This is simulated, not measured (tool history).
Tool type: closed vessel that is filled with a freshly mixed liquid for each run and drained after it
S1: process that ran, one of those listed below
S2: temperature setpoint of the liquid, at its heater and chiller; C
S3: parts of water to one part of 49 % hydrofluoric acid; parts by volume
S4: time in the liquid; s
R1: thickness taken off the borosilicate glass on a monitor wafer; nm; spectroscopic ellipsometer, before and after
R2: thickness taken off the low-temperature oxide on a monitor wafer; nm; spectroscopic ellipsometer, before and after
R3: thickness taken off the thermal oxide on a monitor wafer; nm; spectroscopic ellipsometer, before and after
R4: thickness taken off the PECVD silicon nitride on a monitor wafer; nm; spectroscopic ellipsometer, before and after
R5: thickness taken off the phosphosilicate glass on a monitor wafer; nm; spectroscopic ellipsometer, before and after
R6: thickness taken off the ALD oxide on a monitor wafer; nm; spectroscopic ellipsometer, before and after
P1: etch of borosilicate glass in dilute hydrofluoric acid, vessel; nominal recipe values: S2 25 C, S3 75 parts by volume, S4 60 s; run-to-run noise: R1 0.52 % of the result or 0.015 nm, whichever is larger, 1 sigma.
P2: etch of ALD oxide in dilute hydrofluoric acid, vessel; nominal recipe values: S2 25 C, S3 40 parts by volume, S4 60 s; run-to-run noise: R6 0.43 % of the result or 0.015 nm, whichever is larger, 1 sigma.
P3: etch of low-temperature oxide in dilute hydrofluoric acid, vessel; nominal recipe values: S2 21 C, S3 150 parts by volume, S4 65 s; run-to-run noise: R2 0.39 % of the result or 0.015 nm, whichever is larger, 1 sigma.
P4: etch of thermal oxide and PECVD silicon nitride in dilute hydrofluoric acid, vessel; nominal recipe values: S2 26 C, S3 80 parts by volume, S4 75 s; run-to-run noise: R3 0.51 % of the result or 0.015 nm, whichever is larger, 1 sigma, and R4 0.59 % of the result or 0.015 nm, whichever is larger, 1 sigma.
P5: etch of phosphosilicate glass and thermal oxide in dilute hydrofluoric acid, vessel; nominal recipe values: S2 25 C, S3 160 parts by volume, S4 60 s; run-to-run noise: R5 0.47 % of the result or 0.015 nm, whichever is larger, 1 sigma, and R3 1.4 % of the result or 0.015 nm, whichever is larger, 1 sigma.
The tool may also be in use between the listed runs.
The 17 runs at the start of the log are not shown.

run	hour	S1	S2	S3	S4	R1	R2	R3	R4	R5	R6
18	130.9	P1	29	75	60	44.675					
19	137.5	P2	25	40	60						47.691
20	146	P1	25	75	100	63.093					
21	155.6	P1	25	75	60	37.653					
22	165.7	P3	21	90	65		12.974				
23	171.4	P1	25	75	60	37.836					
24	180.8	P3	28	150	65		9.5144				
25	187.1	P2	25	40	30						23.471
26	194.7	P2	25	40	60						47.285

Run 27 comes next. What will it give?
27	200.8	P5	25	160	60			?		?	

{"run 27": {"R3": 1.7199, "R5": 37.592}}
